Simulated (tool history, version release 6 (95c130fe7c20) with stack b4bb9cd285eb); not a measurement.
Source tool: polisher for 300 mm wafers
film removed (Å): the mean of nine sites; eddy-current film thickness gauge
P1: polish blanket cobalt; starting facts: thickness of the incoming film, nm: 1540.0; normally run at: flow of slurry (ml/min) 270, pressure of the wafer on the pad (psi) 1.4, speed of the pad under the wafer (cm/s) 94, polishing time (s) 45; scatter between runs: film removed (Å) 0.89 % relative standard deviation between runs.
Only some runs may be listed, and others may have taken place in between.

run,day,flow of slurry (ml/min),pressure of the wafer on the pad (psi),speed of the pad under the wafer (cm/s),polishing time (s),film removed (Å)
1,0.358,270,1.4,94,45,1808.9
2,0.858,270,1.4,48,45,919.92
3,1.196,270,1.4,144,45,2773.3
# day 1.325: slurry nozzle cleaned
4,1.596,160,1.4,94,45,1698.1
5,1.971,270,1.4,94,45,1807.4
6,2.308,270,1.4,94,71,2813.7
7,2.608,270,1.4,94,45,1799.2
8,3.058,270,1.4,94,45,1817
9,3.371,350,1.4,94,61,2519.7
10,3.762,270,1.4,94,45,1843.6
11,4.175,270,2.1,94,45,2710.5
12,4.496,270,0.7,94,45,904.28
13,4.867,390,1.4,94,45,1876.2
14,5.312,270,1.4,94,45,1789.6
# day 5.738: head pressure recalibrated
15,5.825,160,1.4,52,45,932.78
16,6.158,270,1.4,94,27,1092.1
17,6.396,400,0.7,94,45,929.84
18,6.708,270,1.4,94,45,1803.6
19,7.092,270,1.4,94,45,1769.3
20,7.354,270,1.4,94,45,1725.1

Run 21 comes next. What will it give?
21,7.783,270,1.4,94,45,?

film removed (Å): 1712
